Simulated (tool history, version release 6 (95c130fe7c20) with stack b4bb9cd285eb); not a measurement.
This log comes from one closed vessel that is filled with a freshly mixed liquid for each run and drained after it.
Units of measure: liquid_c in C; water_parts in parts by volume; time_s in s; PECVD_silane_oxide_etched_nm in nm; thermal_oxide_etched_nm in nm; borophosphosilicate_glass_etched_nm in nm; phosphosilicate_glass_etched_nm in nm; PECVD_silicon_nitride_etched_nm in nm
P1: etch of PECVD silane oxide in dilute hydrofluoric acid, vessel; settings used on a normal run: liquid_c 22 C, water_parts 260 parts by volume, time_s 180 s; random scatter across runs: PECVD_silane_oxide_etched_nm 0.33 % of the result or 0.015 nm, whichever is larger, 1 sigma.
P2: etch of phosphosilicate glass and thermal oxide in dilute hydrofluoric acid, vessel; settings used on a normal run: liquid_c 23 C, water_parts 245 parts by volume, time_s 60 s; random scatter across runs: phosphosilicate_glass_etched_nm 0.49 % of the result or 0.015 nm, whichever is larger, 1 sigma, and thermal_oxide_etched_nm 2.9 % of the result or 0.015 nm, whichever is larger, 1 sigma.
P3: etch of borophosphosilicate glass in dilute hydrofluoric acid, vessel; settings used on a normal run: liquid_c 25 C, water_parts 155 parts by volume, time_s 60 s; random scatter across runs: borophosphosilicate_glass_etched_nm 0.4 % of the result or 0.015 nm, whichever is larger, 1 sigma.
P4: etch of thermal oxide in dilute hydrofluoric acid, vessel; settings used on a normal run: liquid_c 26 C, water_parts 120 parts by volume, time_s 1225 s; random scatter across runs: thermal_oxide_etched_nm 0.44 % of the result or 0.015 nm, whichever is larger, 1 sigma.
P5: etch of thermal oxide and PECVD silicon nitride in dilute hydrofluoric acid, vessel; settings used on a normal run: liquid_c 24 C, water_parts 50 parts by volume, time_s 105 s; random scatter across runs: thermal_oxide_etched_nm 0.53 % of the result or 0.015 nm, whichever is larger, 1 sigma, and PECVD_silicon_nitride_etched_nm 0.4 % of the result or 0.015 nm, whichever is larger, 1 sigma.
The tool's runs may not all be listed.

run	hour	process	liquid_c	water_parts	time_s	hours since the thermometer was replaced	hours since the hydrofluoric acid flow meter was replaced	PECVD_silane_oxide_etched_nm	thermal_oxide_etched_nm	borophosphosilicate_glass_etched_nm	phosphosilicate_glass_etched_nm	PECVD_silicon_nitride_etched_nm
1	16.1	P1	22	260	180	1202.9	249.6	8.0434				
2	33.6	P1	22	260	45	1220.4	267.1	1.9925				
3	51.2	P4	18	120	1225	1238	284.7		36.598			
4	65	P4	26	210	1225	1251.8	298.5		25.785			
5	75.3	P3	25	245	60	1262.1	308.8			7.0358		
6	90.6	P2	31	245	60	1277.4	324.1		1.2005		26.933	
7	107.3	P1	22	260	180	1294.1	340.8	7.9942				
8	117	P1	22	260	360	1303.8	350.5	15.946				
9	124.9	P1	28	260	180	1311.7	358.4	9.9387				
10	134.2	P2	23	245	60	1321	367.7		0.9457		20.349	
11	148	P1	22	470	180	1334.8	381.5	3.676				
12	159.2	P1	22	260	180	1346	392.7	7.9774				
13	173	P1	29.5	110	180	1359.8	406.5	29.687				
14	185.9	P1	22	260	180	1372.7	419.4	7.9825				
15	198.7	P3	25	155	60	1385.5	432.2			12.243		
16	209.5	P5	24	50	105	1396.3	443		10.686			5.4899
17	226.6	P1	22	260	180	1413.4	460.1	8.0744				
18	242.2	P5	24	20	105	1429	475.7		27.673			13.368
19	255	P5	24	50	105	1441.8	488.5		10.653			5.4797
20	264.1	P1	25.5	395	180	1450.9	497.6	5.2097				
21	273.9	P3	18	155	60	1460.7	507.4			9.394		
22	284.7	P4	26	120	1225	1471.5	518.2		50.143			
23	296.9	P2	23	245	30	1483.7	530.4		0.43986		10.279	
24	311.9	P1	22	260	180	1498.7	545.4	8.0157				
25	321.3	P2	23	245	60	1508.1	554.8		0.91287		20.321	
26	336.1	P4	26	120	1940	1522.9	569.6		79.997			
27	353.2	P1	17	260	180	1540	586.7	6.6183				
28	363.1	P3	25	155	30	1549.9	596.6			6.1195		
# hour 372.2: hydrofluoric acid flow meter replaced
29	376.7	P1	22	135	180	1563.5	4.6	17.535				
30	384.6	P5	17.5	50	105	1571.4	12.5		8.0285			3.4974
31	402.1	P5	24	50	45	1588.9	30		4.5582			2.3413

Expected results for the next run?
32	411.7	P1	17	260	285	1598.5	39.6	?				

{"run 32": {"PECVD_silane_oxide_etched_nm": 10.534}}

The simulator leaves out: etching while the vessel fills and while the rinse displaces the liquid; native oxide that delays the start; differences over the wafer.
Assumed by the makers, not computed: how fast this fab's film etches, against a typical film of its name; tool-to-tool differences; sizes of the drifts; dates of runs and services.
